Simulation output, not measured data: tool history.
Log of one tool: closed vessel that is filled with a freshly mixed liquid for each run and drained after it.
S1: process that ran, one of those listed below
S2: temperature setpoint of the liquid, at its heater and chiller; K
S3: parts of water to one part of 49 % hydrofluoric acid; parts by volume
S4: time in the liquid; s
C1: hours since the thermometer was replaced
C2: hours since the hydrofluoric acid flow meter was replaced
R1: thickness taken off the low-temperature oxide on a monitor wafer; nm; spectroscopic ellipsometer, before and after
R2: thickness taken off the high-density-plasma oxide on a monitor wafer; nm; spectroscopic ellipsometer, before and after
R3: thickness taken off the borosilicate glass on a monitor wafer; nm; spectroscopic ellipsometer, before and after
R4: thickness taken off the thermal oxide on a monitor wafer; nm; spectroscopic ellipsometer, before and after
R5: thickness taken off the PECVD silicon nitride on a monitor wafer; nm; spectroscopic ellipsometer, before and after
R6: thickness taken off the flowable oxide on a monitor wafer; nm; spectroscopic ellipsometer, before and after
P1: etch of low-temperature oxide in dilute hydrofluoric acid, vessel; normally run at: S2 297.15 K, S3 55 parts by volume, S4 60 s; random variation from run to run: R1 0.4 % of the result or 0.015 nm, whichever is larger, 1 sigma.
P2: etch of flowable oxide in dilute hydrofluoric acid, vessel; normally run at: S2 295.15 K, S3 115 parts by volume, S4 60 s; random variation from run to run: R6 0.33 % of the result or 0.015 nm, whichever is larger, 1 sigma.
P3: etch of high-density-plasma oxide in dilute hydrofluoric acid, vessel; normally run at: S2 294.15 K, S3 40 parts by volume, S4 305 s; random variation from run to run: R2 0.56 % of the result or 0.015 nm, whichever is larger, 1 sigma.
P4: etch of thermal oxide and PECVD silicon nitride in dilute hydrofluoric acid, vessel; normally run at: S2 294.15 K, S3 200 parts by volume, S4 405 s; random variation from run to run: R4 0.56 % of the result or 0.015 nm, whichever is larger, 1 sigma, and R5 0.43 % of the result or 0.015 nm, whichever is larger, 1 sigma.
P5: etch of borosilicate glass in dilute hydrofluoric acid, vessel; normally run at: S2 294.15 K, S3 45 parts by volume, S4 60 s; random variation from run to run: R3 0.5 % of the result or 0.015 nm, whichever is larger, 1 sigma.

run   hour  S1      S2   S3   S4      C1     C2       R1      R2      R3      R4      R5      R6
  1    7.0  P1  297.15   55   60   667.0  680.7  20.2700
  2   17.5  P3  294.15   40  305   677.5  691.2           36.882
  3   26.1  P1  297.15   55   60   686.1  699.8  20.2870
  4   40.8  P3  294.15   40   30   700.8  714.5            3.590
  5   50.4  P1  297.15   95   30   710.4  724.1   5.6400
  6   61.0  P5  294.15   45   60   721.0  734.7                   48.759
  7   69.0  P4  294.15  200  195   729.0  742.7                           3.5767  2.4919
  8   78.1  P4  294.15  290  405   738.1  751.8                           4.7929  3.6249
  9   92.9  P1  297.15   20   60   752.9  766.6  58.6770
 10   99.5  P2  301.65  115   60   759.5  773.2                                           18.936
 11  106.2  P4  294.15  200  405   766.2  779.9                           7.4326  5.2714
 12  115.2  P5  290.15   45   60   775.2  788.9                   41.037
     116.8  -- hydrofluoric acid flow meter replaced
 13  130.0  P2  295.15   20   60   790.0   13.2                                           94.740
 14  141.4  P1  297.15   55   60   801.4   24.6  20.3310
 15  154.6  P5  294.15   45   60   814.6   37.8                   48.961
 16  162.8  P1  297.15   55  115   822.8   46.0  39.0910
 17  171.7  P5  294.15   65   60   831.7   54.9                   33.009
 18  186.6  P1  293.15   55   30   846.6   69.8   8.5758
 19  195.6  P4  299.65  200  405   855.6   78.8                           9.2059  7.4086
 20  210.3  P2  295.15  115   60   870.3   93.5                                           14.783
 21  218.6  P2  295.15  115  120   878.6  101.8                                           29.463
 22  233.1  P3  302.15   40  305   893.1  116.3           51.475
 23  243.7  P1  297.15  100   60   903.7  126.9  10.6140
 24  256.0  P1  297.15   55   60   916.0  139.2  20.2730
 25  263.6  P1  297.15   55   60   923.6  146.8  20.4110
 26  275.2  P3  294.15   20  305   935.2  158.4           75.636
 27  289.1  P1  297.15   55   60   949.1  172.3  20.4060
 28  298.6  P1  291.65   55   60   958.6  181.8  16.1980
 29  310.3  P1  297.15   55   60   970.3  193.5  20.2110
 30  317.0  P1  303.15   55   30   977.0  200.2  13.0100
 31  327.2  P1  303.65   55   60   987.2  210.4  26.3460
 32  338.4  P4  294.15  200  405   998.4  221.6                           7.4715  5.2392
 33  347.2  P1  297.15   55   30  1007.2  230.4  10.1800
 34  360.2  P5  294.15   45   90  1020.2  243.4                   72.751
 35  367.6  P1  297.15   55   60  1027.6  250.8  20.4140
 36  377.1  P1  297.15   55   60  1037.1  260.3  20.8740
 37  389.7  P1  297.15   55   60  1049.7  272.9  21.2660
 38  404.0  P1  297.15   55   60  1064.0  287.2  21.5710
 39  417.7  P1  297.15   55   60  1077.7  300.9  21.6880
 40  432.2  P1  297.15   55   60  1092.2  315.4  21.6610
 41  445.5  P1  297.15   55   60  1105.5  328.7  21.7070

What P1 gives has crept away from where it was. These 2 causes fit the log equally well, each at the size given:
A: hydrofluoric acid flow above the setpoint (%) = 6.39
B: liquid hotter than its thermometer reads (K) = 1.63
The creep began at about hour 367.6.

4 check runs are offered, one wafer each, their results left as question marks. Which one tells the causes apart?
check 1  458.8  P4  294.15  200  405                       ?   ?
check 2  458.8  P2  295.15  115   60                               ?
check 3  458.8  P3  294.15   40  305               ?
check 4  458.8  P5  294.15   45   60                   ?

What each check would give under each cause:
  check  result    if A    if B
check 1      R4  8.0921  7.9927
check 1      R5  5.5598  5.8143
check 2      R6  15.776  15.692
check 3      R2  39.270  39.424
check 4      R3  52.040  52.212
How far apart the two closest causes lie, in the result that separates them most: check 1 4.47 %; check 2 0.53 %; check 3 0.39 %; check 4 0.33 %
Check 1 tells the causes apart: in the others they would give nearly the same result.

Then check 1 was run and gave: R4 8.1934 nm; R5 5.5830 nm. Which cause is it?

It is A: hydrofluoric acid flow above the setpoint (%).
